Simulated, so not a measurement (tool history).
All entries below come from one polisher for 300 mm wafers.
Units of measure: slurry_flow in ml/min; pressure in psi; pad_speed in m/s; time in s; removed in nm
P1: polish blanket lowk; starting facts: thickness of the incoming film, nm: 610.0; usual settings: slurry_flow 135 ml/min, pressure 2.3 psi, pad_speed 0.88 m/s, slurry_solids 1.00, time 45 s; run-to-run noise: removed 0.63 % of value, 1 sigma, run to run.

| run | day | slurry_flow | pressure | pad_speed | slurry_solids | time | removed |
|---|---|---|---|---|---|---|---|
| 1 | 0.658 | 135 | 2.3 | 0.88 | 1.00 | 45 | 19.8010 |
| 2 | 1.383 | 135 | 2.3 | 0.88 | 1.00 | 45 | 19.8120 |
| 3 | 1.825 | 135 | 2.3 | 0.88 | 1.00 | 45 | 19.6480 |
| 4 | 2.438 | 135 | 2.3 | 0.88 | 0.75 | 33 | 12.5200 |
| 5 | 2.896 | 135 | 2.3 | 1.34 | 1.00 | 45 | 27.4890 |
| 6 | 3.604 | 135 | 2.3 | 0.88 | 1.00 | 20 | 8.8757 |
| 7 | 4.329 | 105 | 2.3 | 0.88 | 1.00 | 70 | 29.0810 |
| 8 | 4.729 | 135 | 2.3 | 0.40 | 1.00 | 45 | 10.4690 |
| 9 | 5.450 | 135 | 2.3 | 0.88 | 0.50 | 45 | 13.5710 |
|  | 5.988 | slurry nozzle cleaned |
| 10 | 6.092 | 135 | 2.3 | 0.88 | 1.00 | 45 | 19.6850 |
| 11 | 6.858 | 135 | 1.1 | 0.88 | 1.00 | 45 | 9.4096 |
| 12 | 7.425 | 135 | 2.3 | 0.88 | 1.35 | 45 | 22.3640 |
| 13 | 7.912 | 80 | 2.3 | 0.88 | 1.00 | 45 | 17.2030 |
| 14 | 8.658 | 135 | 3.6 | 0.88 | 1.00 | 45 | 30.7720 |
| 15 | 9.121 | 135 | 2.3 | 0.88 | 1.00 | 45 | 19.7380 |
| 16 | 9.738 | 135 | 2.3 | 0.88 | 1.00 | 68 | 29.9620 |
| 17 | 10.371 | 185 | 2.3 | 0.88 | 1.00 | 45 | 20.7050 |
| 18 | 10.758 | 135 | 2.3 | 0.88 | 1.00 | 45 | 19.5580 |

Estimate the outcome of run 19 from the log above:
| 19 | 11.150 | 135 | 2.3 | 0.88 | 1.00 | 45 | ? |

removed: 19.4220 nm
